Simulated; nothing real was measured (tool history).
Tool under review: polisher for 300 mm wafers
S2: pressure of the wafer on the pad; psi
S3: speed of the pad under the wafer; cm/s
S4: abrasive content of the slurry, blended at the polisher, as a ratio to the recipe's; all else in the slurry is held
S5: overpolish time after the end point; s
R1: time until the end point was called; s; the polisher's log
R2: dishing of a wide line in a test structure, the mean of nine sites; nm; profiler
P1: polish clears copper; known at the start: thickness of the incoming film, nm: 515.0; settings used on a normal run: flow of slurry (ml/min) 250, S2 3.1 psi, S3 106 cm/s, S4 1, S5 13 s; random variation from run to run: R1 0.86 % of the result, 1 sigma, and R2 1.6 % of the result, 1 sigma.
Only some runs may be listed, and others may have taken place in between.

run 1 hour=6.5 | flow_of_slurry_(ml/min)=250 S2=3.1 S3=106 S4=1 S5=13 | R1=174.69 R2=28.659
run 2 hour=15.2 | flow_of_slurry_(ml/min)=250 S2=3.1 S3=106 S4=1 S5=13 | R1=179.86 R2=28.629
run 3 hour=25.3 | flow_of_slurry_(ml/min)=250 S2=3.1 S3=154 S4=0.6 S5=13 | R1=137.17 R2=36.069
run 4 hour=31.4 | flow_of_slurry_(ml/min)=250 S2=3.1 S3=106 S4=1 S5=13 | R1=177.01 R2=28.47
run 5 hour=37.7 | flow_of_slurry_(ml/min)=250 S2=3.1 S3=106 S4=1 S5=26 | R1=177.43 R2=52.39
run 6 hour=47.5 | flow_of_slurry_(ml/min)=250 S2=4.2 S3=106 S4=1 S5=13 | R1=130.56 R2=36.831
run 7 hour=57.3 | flow_of_slurry_(ml/min)=250 S2=3.1 S3=106 S4=0.65 S5=13 | R1=190.29 R2=26.893
run 8 hour=64.2 | flow_of_slurry_(ml/min)=250 S2=3.1 S3=58 S4=1 S5=13 | R1=326.29 R2=16.189
run 9 hour=70.6 | flow_of_slurry_(ml/min)=390 S2=3.1 S3=106 S4=1 S5=13 | R1=170.42 R2=29.249
run 10 hour=76.3 | flow_of_slurry_(ml/min)=250 S2=3.1 S3=106 S4=1.45 S5=13 | R1=162.87 R2=30.926
run 11 hour=84 | flow_of_slurry_(ml/min)=250 S2=3.1 S3=106 S4=1 S5=6 | R1=177.87 R2=14.084
run 12 hour=92.9 | flow_of_slurry_(ml/min)=250 S2=1.5 S3=106 S4=1 S5=13 | R1=371.79 R2=14.529
-- hour=99.5 worn pad replaced by a new one
run 13 hour=103.1 | flow_of_slurry_(ml/min)=250 S2=3.1 S3=162 S4=1 S5=13 | R1=116.61 R2=42.559
run 14 hour=108.6 | flow_of_slurry_(ml/min)=150 S2=3.1 S3=106 S4=1 S5=13 | R1=188.11 R2=26.514
run 15 hour=118.3 | flow_of_slurry_(ml/min)=250 S2=3.1 S3=106 S4=1 S5=13 | R1=175.8 R2=28.378
run 16 hour=126.3 | flow_of_slurry_(ml/min)=250 S2=3.1 S3=106 S4=1 S5=13 | R1=175.8 R2=28.115
run 17 hour=133.5 | flow_of_slurry_(ml/min)=250 S2=3.1 S3=106 S4=1 S5=13 | R1=182.11 R2=28.02
run 18 hour=141.2 | flow_of_slurry_(ml/min)=250 S2=3.1 S3=106 S4=1 S5=13 | R1=181.14 R2=28.495
run 19 hour=148.6 | flow_of_slurry_(ml/min)=250 S2=3.1 S3=106 S4=1 S5=13 | R1=183.3 R2=28.141
-- hour=150.8 worn pad replaced by a new one
run 20 hour=153.8 | flow_of_slurry_(ml/min)=250 S2=3.1 S3=106 S4=1 S5=13 | R1=185.38 R2=27.529
-- hour=157.6 head pressure recalibrated
run 21 hour=159.4 | flow_of_slurry_(ml/min)=250 S2=3.1 S3=106 S4=1 S5=13 | R1=185.51 R2=26.936
run 22 hour=168.4 | flow_of_slurry_(ml/min)=250 S2=3.1 S3=106 S4=1 S5=13 | R1=183.61 R2=26.298
run 23 hour=173.3 | flow_of_slurry_(ml/min)=250 S2=3.1 S3=106 S4=1 S5=13 | R1=187.53 R2=27.419
run 24 hour=179.8 | flow_of_slurry_(ml/min)=250 S2=3.1 S3=106 S4=1 S5=13 | R1=187.11 R2=27.253
run 25 hour=187 | flow_of_slurry_(ml/min)=250 S2=3.1 S3=106 S4=1 S5=13 | R1=190.55 R2=27.647
run 26 hour=194.7 | flow_of_slurry_(ml/min)=250 S2=3.1 S3=106 S4=1 S5=13 | R1=185.96 R2=26.777

Something has made what P1 gives creep away from where it was; the 2 causes below, each at its own stated size, fit the log equally well:
A: abrasive missing from the slurry, % = 23
B: slurry flow missing at the pad, % = 34.3
The drift started at roughly hour 126.3.
Ruled out, with reasons:
removal rate lost through wear of the pad, %: maintenance at hour 150.8, after the shift began, did not return the process to its former output
head's pressure below its setpoint, %: maintenance at hour 157.6, after the shift began, did not return the process to its former output

Of the 4 check runs below, each run on 5 wafers with the results averaged and each result still a question mark, which one would tell the listed causes apart?
run check 1 hour=202.4 | flow_of_slurry_(ml/min)=250 S2=3.1 S3=106 S4=1 S5=8 | R1=? R2=?
run check 2 hour=202.4 | flow_of_slurry_(ml/min)=150 S2=3.1 S3=106 S4=1.25 S5=13 | R1=? R2=?
run check 3 hour=202.4 | flow_of_slurry_(ml/min)=250 S2=3.1 S3=106 S4=1.4 S5=13 | R1=? R2=?
run check 4 hour=202.4 | flow_of_slurry_(ml/min)=250 S2=1.6 S3=158 S4=1 S5=13 | R1=? R2=?

Check results expected under each cause:
check=check_1 result=R1 if_A=187.4 if_B=187.43
check=check_1 result=R2 if_A=17.284 if_B=17.281
check=check_2 result=R1 if_A=191.84 if_B=198.06
check=check_2 result=R2 if_A=26.531 if_B=25.771
check=check_3 result=R1 if_A=174.5 if_B=174.14
check=check_3 result=R2 if_A=28.908 if_B=28.962
check=check_4 result=R1 if_A=243.59 if_B=243.63
check=check_4 result=R2 if_A=20.844 if_B=20.84
Gap, in per cent, between the two causes that each check separates least, read from the result that separates them most: check 1 0.02 %; check 2 3.19 %; check 3 0.21 %; check 4 0.02 %
Only check 2 tells the causes apart: in the others they would give nearly the same result.

Here is what check 2 returned: R1 198.11 s; R2 25.585 nm. Which cause is it?

The correct cause is B, namely: slurry flow missing at the pad, %.
